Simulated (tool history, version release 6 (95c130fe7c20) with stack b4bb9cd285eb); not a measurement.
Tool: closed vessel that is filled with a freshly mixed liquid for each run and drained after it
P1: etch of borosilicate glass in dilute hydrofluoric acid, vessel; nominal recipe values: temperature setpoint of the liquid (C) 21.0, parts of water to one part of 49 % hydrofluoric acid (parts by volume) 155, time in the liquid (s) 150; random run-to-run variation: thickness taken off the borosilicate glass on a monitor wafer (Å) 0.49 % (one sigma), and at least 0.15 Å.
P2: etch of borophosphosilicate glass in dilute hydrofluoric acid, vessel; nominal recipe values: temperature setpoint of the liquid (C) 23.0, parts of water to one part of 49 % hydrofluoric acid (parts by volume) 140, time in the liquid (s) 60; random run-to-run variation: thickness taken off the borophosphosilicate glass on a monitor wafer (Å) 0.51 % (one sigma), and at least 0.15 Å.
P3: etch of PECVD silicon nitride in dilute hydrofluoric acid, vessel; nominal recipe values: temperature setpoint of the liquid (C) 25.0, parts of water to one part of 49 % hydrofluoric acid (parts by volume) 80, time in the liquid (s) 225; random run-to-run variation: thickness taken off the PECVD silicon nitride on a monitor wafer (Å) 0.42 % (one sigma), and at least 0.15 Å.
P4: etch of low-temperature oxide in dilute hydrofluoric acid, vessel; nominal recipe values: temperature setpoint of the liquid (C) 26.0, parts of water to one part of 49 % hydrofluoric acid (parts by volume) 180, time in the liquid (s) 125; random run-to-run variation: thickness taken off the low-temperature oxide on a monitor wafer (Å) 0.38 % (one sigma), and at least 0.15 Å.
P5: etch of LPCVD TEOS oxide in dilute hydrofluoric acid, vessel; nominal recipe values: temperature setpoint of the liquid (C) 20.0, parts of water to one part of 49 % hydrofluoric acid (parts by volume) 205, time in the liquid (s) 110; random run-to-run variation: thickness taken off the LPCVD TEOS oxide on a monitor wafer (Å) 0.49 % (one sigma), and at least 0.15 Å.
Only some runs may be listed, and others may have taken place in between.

run  hour  process that ran  temperature setpoint of the liquid (C)  parts of water to one part of 49 % hydrofluoric acid (parts by volume)  time in the liquid (s)  hours since the thermometer was replaced  hours since the hydrofluoric acid flow meter was replaced  thickness taken off the borosilicate glass on a monitor wafer (Å)  thickness taken off the PECVD silicon nitride on a monitor wafer (Å)  thickness taken off the low-temperature oxide on a monitor wafer (Å)  thickness taken off the borophosphosilicate glass on a monitor wafer (Å)  thickness taken off the LPCVD TEOS oxide on a monitor wafer (Å)
  1   5.0                P1                                    21.0                                                                     155                     150                                     897.3                                                     1822.0                                                             293.76
  2   9.5                P1                                    17.0                                                                     155                     150                                     901.8                                                     1826.5                                                             249.21
  3  12.7                P1                                    17.0                                                                     105                     150                                     905.0                                                     1829.7                                                             388.25
  4  17.9                P3                                    25.0                                                                      80                      40                                     910.2                                                     1834.9                                                                                                                                   19.387
  5  21.6                P4                                    26.0                                                                     180                     125                                     913.9                                                     1838.6                                                                                                                                                                                                         72.068
  6  24.5                P2                                    23.0                                                                     140                     105                                     916.8                                                     1841.5                                                                                                                                                                                                                                                                                   445.76
  7  29.4                P3                                    25.0                                                                      25                     225                                     921.7                                                     1846.4                                                                                                                                  337.230
  8  34.4                P4                                    26.0                                                                      85                     125                                     926.7                                                     1851.4                                                                                                                                                                                                        173.560
  9  39.1                P1                                    21.0                                                                     155                     150                                     931.4                                                     1856.1                                                             291.53
 10  44.1                P1                                    21.0                                                                     155                     150                                     936.4                                                     1861.1                                                             296.30
 11  48.2                P4                                    26.0                                                                     180                     225                                     940.5                                                     1865.2                                                                                                                                                                                                        129.780
 12  53.1                P5                                    17.0                                                                     205                     110                                     945.4                                                     1870.1                                                                                                                                                                                                                                                                                                                                                    136.75
 13  56.3                P3                                    32.5                                                                      80                     225                                     948.6                                                     1873.3                                                                                                                                  175.620
 14  59.0                P4                                    34.0                                                                     180                     125                                     951.3                                                     1876.0                                                                                                                                                                                                         95.712
 15  64.7                P1                                    21.0                                                                     155                     150                                     957.0                                                     1881.7                                                             292.69
 16  67.4                P2                                    17.0                                                                     140                      60                                     959.7                                                     1884.4                                                                                                                                                                                                                                                                                   200.06
 17  71.4                P4                                    26.0                                                                     180                     125                                     963.7                                                     1888.4                                                                                                                                                                                                         72.374
 18  76.0                P2                                    23.0                                                                     255                      60                                     968.3                                                     1893.0                                                                                                                                                                                                                                                                                   123.15
 19  81.5                P5                                    20.0                                                                     205                     110                                     973.8                                                     1898.5                                                                                                                                                                                                                                                                                                                                                    151.85
 20  85.4                P2                                    23.0                                                                     140                      60                                     977.7                                                     1902.4                                                                                                                                                                                                                                                                                   254.85

Estimate the outcome of run 21 from the log above:
 21  90.2                P1                                    21.0                                                                     155                     150                                     982.5                                                     1907.2                                                                  ?

{"run 21": {"thickness taken off the borosilicate glass on a monitor wafer (Å)": 291.46}}
